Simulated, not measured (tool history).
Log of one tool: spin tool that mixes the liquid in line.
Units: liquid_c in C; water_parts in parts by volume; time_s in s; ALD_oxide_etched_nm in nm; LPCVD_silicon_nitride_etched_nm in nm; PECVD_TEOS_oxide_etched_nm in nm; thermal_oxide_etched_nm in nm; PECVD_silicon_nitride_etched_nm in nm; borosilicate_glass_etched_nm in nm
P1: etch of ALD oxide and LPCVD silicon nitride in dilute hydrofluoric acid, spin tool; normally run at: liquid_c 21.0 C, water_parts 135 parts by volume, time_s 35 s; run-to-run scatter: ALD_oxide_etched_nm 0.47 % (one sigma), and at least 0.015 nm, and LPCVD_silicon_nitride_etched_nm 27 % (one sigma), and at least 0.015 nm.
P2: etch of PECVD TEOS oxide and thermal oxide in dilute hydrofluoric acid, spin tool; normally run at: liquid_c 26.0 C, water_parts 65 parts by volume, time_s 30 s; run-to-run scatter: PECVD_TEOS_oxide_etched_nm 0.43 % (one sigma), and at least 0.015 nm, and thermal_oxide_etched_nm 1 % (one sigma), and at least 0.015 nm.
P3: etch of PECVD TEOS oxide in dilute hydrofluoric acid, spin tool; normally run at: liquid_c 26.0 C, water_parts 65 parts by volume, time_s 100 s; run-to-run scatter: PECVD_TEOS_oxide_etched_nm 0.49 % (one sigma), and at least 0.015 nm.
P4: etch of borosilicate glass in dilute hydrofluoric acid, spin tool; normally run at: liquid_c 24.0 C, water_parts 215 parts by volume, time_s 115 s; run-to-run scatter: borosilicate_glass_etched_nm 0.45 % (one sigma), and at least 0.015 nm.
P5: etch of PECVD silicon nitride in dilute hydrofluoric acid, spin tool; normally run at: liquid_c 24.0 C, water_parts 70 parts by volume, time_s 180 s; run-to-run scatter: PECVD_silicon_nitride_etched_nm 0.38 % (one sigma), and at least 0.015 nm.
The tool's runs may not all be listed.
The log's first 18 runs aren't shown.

run    day  process  liquid_c  water_parts  time_s  hours since the thermometer was replaced  hours since the hydrofluoric acid flow meter was replaced  ALD_oxide_etched_nm  LPCVD_silicon_nitride_etched_nm  PECVD_TEOS_oxide_etched_nm  thermal_oxide_etched_nm  PECVD_silicon_nitride_etched_nm  borosilicate_glass_etched_nm
 19  4.071       P4      18.5          215     115                                     421.7                                                      513.1                                                                                                                                                                    13.177
 20  4.254       P1      21.0          135      65                                     426.1                                                      517.5              10.5790                         0.179140
 21  4.529       P4      24.0          215     115                                     432.7                                                      524.1                                                                                                                                                                    16.440
 22  4.708       P2      26.0           65      30                                     437.0                                                      528.4                                                                            8.2811                   2.6771
 23  4.867       P3      32.0           65     100                                     440.8                                                      532.2                                                                           22.0690
 24  5.112       P5      24.0           25     180                                     446.7                                                      538.1                                                                                                                                     15.4380
 25  5.400       P1      21.0           80      35                                     453.6                                                      545.0              10.3120                         0.152340
 26  5.571       P1      21.0          135      35                                     457.7                                                      549.1               5.7181                         0.091158
 27  5.858       P4      24.0          215     185                                     464.6                                                      556.0                                                                                                                                                                    25.984
 28  6.167       P2      20.0           65      30                                     472.0                                                      563.4                                                                            6.4304                   2.0593
 29  6.338       P1      25.0          135      35                                     476.1                                                      567.5               6.6685                         0.236100
 30  6.525       P3      26.0           65     100                                     480.6                                                      572.0                                                                           17.4010
 31  6.817       P5      24.0           70     180                                     487.6                                                      579.0                                                                                                                                      5.6464
 32  7.071       P1      21.0          135      35                                     493.7                                                      585.1               5.6605                         0.061259
 33  7.262       P1      21.0          215      15                                     498.3                                                      589.7               1.4370                         0.019539
 34  7.462       P1      21.0          135      35                                     503.1                                                      594.5               5.6473                         0.138650
 35  7.742       P1      21.0          135      35                                     509.8                                                      601.2               5.7917                         0.124590
 36  7.979       P1      21.0          135      35                                     515.5                                                      606.9               5.8940                         0.087496
 37  8.283       P1      21.0          135      35                                     522.8                                                      614.2               5.9706                         0.046317
 38  8.571       P1      21.0          135      35                                     529.7                                                      621.1               6.0521                         0.083010
 39  8.804       P1      21.0          135      35                                     535.3                                                      626.7               6.0685                         0.077743

Run 40 comes next. What will it give?
 40  9.038       P1      21.0          135      35                                     540.9                                                      632.3                    ?                                ?

ALD_oxide_etched_nm: 6.0158 nm
LPCVD_silicon_nitride_etched_nm: 0.100210 nm

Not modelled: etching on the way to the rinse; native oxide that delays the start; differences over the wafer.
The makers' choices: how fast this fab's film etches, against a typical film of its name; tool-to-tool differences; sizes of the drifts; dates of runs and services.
